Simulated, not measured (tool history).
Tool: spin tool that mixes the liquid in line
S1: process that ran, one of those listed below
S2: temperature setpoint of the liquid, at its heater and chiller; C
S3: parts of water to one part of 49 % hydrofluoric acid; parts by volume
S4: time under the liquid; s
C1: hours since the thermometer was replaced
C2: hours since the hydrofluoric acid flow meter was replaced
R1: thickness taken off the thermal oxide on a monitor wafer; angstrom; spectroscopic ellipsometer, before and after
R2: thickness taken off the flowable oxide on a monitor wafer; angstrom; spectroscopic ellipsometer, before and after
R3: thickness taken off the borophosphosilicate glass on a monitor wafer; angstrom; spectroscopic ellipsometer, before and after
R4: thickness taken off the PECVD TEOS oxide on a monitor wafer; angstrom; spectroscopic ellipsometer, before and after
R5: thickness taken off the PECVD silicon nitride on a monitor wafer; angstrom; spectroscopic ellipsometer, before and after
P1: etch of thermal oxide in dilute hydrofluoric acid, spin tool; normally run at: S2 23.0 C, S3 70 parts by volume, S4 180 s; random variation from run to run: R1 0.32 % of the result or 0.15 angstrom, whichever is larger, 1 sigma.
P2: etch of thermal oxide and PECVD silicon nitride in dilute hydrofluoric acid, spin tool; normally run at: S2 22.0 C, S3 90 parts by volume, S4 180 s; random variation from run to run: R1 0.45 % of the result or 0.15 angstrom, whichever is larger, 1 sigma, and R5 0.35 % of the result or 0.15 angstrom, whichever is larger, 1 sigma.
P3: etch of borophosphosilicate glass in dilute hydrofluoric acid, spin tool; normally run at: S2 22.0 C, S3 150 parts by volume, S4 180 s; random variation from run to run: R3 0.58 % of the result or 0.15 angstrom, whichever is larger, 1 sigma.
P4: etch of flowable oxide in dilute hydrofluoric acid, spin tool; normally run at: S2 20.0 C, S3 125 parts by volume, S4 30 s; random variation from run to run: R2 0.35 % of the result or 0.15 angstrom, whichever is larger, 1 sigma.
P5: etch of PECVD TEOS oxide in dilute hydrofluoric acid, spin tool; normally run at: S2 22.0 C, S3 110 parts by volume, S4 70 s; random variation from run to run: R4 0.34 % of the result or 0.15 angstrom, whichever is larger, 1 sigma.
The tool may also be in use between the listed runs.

| run | hour | S1 | S2 | S3 | S4 | C1 | C2 | R1 | R2 | R3 | R4 | R5 |
|---|---|---|---|---|---|---|---|---|---|---|---|---|
| 1 | 2.4 | P1 | 23.0 | 70 | 180 | 470.4 | 434.2 | 122.000 |  |  |  |  |
| 2 | 5.3 | P4 | 17.0 | 125 | 30 | 473.3 | 437.1 |  | 122.870 |  |  |  |
| 3 | 8.2 | P1 | 17.0 | 70 | 180 | 476.2 | 440.0 | 94.675 |  |  |  |  |
| 4 | 12.1 | P1 | 23.0 | 70 | 180 | 480.1 | 443.9 | 121.370 |  |  |  |  |
| 5 | 15.5 | P1 | 23.0 | 120 | 180 | 483.5 | 447.3 | 66.568 |  |  |  |  |
| 6 | 19.3 | P3 | 22.0 | 35 | 180 | 487.3 | 451.1 |  |  | 1810.50 |  |  |
| 7 | 21.9 | P5 | 18.0 | 110 | 70 | 489.9 | 453.7 |  |  |  | 79.573 |  |
| 8 | 24.6 | P4 | 20.0 | 125 | 30 | 492.6 | 456.4 |  | 138.440 |  |  |  |
| 9 | 29.0 | P5 | 22.0 | 110 | 70 | 497.0 | 460.8 |  |  |  | 93.671 |  |
| 10 | 32.4 | P1 | 23.0 | 70 | 90 | 500.4 | 464.2 | 60.804 |  |  |  |  |
| 11 | 34.6 | P2 | 22.0 | 140 | 180 | 502.6 | 466.4 | 54.104 |  |  |  | 46.660 |
| 12 | 37.5 | P1 | 23.0 | 70 | 180 | 505.5 | 469.3 | 122.290 |  |  |  |  |
| 13 | 40.2 | P1 | 28.5 | 70 | 275 | 508.2 | 472.0 | 230.840 |  |  |  |  |
| 14 | 43.6 | P1 | 17.0 | 70 | 350 | 511.6 | 475.4 | 183.680 |  |  |  |  |
| 15 | 47.8 | P5 | 22.0 | 110 | 120 | 515.8 | 479.6 |  |  |  | 159.850 |  |
| 16 | 50.0 | P3 | 22.0 | 150 | 95 | 518.0 | 481.8 |  |  | 195.13 |  |  |
| 17 | 53.4 | P1 | 18.0 | 70 | 270 | 521.4 | 485.2 | 148.380 |  |  |  |  |
| 18 | 57.1 | P4 | 20.0 | 180 | 30 | 525.1 | 488.9 |  | 90.686 |  |  |  |
| 19 | 60.6 | P1 | 26.5 | 70 | 180 | 528.6 | 492.4 | 140.290 |  |  |  |  |
| 20 | 64.2 | P1 | 23.0 | 70 | 180 | 532.2 | 496.0 | 121.730 |  |  |  |  |
| 21 | 66.7 | P2 | 22.0 | 90 | 330 | 534.7 | 498.5 | 163.280 |  |  |  | 131.820 |
| 22 | 69.9 | P3 | 22.0 | 150 | 180 | 537.9 | 501.7 |  |  | 367.50 |  |  |
| 23 | 72.9 | P1 | 23.0 | 70 | 325 | 540.9 | 504.7 | 218.990 |  |  |  |  |
| 24 | 77.2 | P5 | 22.0 | 110 | 70 | 545.2 | 509.0 |  |  |  | 93.948 |  |
| 25 | 81.0 | P1 | 23.0 | 70 | 180 | 549.0 | 512.8 | 121.190 |  |  |  |  |
| 26 | 85.4 | P1 | 23.0 | 30 | 180 | 553.4 | 517.2 | 297.750 |  |  |  |  |
| 27 | 87.7 | P2 | 17.0 | 90 | 180 | 555.7 | 519.5 | 71.960 |  |  |  | 50.969 |

Forecast run 28:
| 28 | 91.1 | P5 | 22.0 | 55 | 70 | 559.1 | 522.9 |  |  |  | ? |  |

R4: 200.510 angstrom
